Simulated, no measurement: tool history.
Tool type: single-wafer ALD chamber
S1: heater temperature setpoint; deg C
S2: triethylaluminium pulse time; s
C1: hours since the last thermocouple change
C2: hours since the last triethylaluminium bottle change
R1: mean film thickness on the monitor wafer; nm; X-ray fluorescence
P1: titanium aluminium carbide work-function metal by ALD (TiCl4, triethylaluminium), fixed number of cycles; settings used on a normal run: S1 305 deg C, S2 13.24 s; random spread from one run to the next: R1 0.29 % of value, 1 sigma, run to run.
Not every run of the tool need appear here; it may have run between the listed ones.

{"run": 1, "day": 0.279, "S1": 305, "S2": 13.24, "C1": 261.5, "C2": 1050.1, "R1": 2.0501}
{"run": 2, "day": 0.562, "S1": 290, "S2": 18.29, "C1": 268.3, "C2": 1056.9, "R1": 1.9357}
{"run": 3, "day": 1.067, "S1": 282, "S2": 13.24, "C1": 280.4, "C2": 1069.0, "R1": 1.8589}
{"run": 4, "day": 1.662, "S1": 305, "S2": 6.43, "C1": 294.7, "C2": 1083.3, "R1": 1.8313}
{"run": 5, "day": 2.283, "S1": 317, "S2": 5.51, "C1": 309.6, "C2": 1098.2, "R1": 1.8442}
{"run": 6, "day": 2.642, "S1": 305, "S2": 13.24, "C1": 318.2, "C2": 1106.8, "R1": 2.0423}
{"run": 7, "day": 3.117, "S1": 305, "S2": 13.24, "C1": 329.6, "C2": 1118.2, "R1": 2.0454}
{"run": 8, "day": 3.483, "S1": 305, "S2": 18.31, "C1": 338.4, "C2": 1127.0, "R1": 2.0706}
{"run": 9, "day": 3.904, "S1": 305, "S2": 13.24, "C1": 348.5, "C2": 1137.1, "R1": 2.0595}
{"run": 10, "day": 4.362, "S1": 305, "S2": 13.24, "C1": 359.5, "C2": 1148.1, "R1": 2.0549}
{"run": 11, "day": 4.717, "S1": 305, "S2": 13.24, "C1": 368.0, "C2": 1156.6, "R1": 2.0501}
{"day": 4.767, "done": "thermocouple changed; heater temperature recalibrated"}
{"run": 12, "day": 5.267, "S1": 317, "S2": 13.24, "C1": 12.1, "C2": 1169.8, "R1": 2.1531}

Predict the results of run 13:
{"run": 13, "day": 5.696, "S1": 305, "S2": 13.24, "C1": 22.4, "C2": 1180.1, "R1": "?"}

{"run 13": {"R1": 2.0399}}
